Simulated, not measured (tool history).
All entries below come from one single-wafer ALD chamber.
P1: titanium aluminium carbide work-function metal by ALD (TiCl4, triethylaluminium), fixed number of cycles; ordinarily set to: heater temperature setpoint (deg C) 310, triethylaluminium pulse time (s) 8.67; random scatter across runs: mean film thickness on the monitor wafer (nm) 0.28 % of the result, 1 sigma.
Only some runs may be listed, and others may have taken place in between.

run	day	heater temperature setpoint (deg C)	triethylaluminium pulse time (s)	hours since the last thermocouple change	hours since the last triethylaluminium bottle change	mean film thickness on the monitor wafer (nm)
1	0.292	310	8.67	451.9	578.7	2.0729
2	0.571	310	4.98	458.6	585.4	1.8007
3	0.883	335	8.67	466.1	592.9	2.3011
4	1.312	310	8.67	476.4	603.2	2.0841
5	1.679	292	11.9	485.2	612	1.9908
6	2.05	292	12.09	494.1	620.9	2.001
# day 2.475: thermocouple changed; heater temperature recalibrated
7	2.55	310	8.67	1.8	632.9	2.0792
8	3	286	8.67	12.6	643.7	1.8768
9	3.579	310	8.67	26.5	657.6	2.0815
10	4	310	8.67	36.6	667.7	2.0776
11	4.283	310	8.67	43.4	674.5	2.0731
12	4.583	310	8.67	50.6	681.7	2.0815
13	5	310	13.52	60.6	691.7	2.1867
14	5.517	330	3.42	73	704.1	1.6406
15	5.858	310	8.67	81.2	712.3	2.085
16	6.217	310	8.67	89.8	720.9	2.0694
17	6.825	310	8.67	104.4	735.5	2.062
18	7.388	310	8.67	117.9	749	2.0562
19	7.783	310	8.67	127.4	758.5	2.046
20	8.383	310	8.67	141.8	772.9	2.0512
21	8.988	310	8.67	156.3	787.4	2.0424
22	9.438	310	8.67	167.1	798.2	2.0483
23	9.896	310	8.67	178.1	809.2	2.0491

Compared with where it was, what P1 gives has crept away. Each cause listed below fits the log as well as the rest, at the size given for it:
A: triethylaluminium dose below that of a fresh bottle (%) = 9.93
B: wafer temperature below the value expected at the setpoint (K) = 4.37
Onset of the creep was near day 5.858.

Of the 4 check runs listed below, each run on one wafer and each result written as a question mark, which would let you distinguish the listed causes because they would give clearly different results?
check 1	10.354	287	8.67			?
check 2	10.354	334	8.67			?
check 3	10.354	324	5.41			?
check 4	10.354	296	8.67			?

What each check would give under each cause:
check	result	if A	if B
check 1	mean film thickness on the monitor wafer (nm)	1.8492	1.8463
check 2	mean film thickness on the monitor wafer (nm)	2.2524	2.2556
check 3	mean film thickness on the monitor wafer (nm)	1.8899	1.9288
check 4	mean film thickness on the monitor wafer (nm)	1.9252	1.9234
How far apart the two closest causes lie, in the result that separates them most: check 1 0.16 %; check 2 0.14 %; check 3 2.04 %; check 4 0.09 %
Only in check 3 would the causes give clearly different results; in the remaining checks their results would be nearly the same.

The results of check 3 are: mean film thickness on the monitor wafer (nm) 1.93. Based on these, which of the listed causes is it?

It was cause B: wafer temperature below the value expected at the setpoint (K).

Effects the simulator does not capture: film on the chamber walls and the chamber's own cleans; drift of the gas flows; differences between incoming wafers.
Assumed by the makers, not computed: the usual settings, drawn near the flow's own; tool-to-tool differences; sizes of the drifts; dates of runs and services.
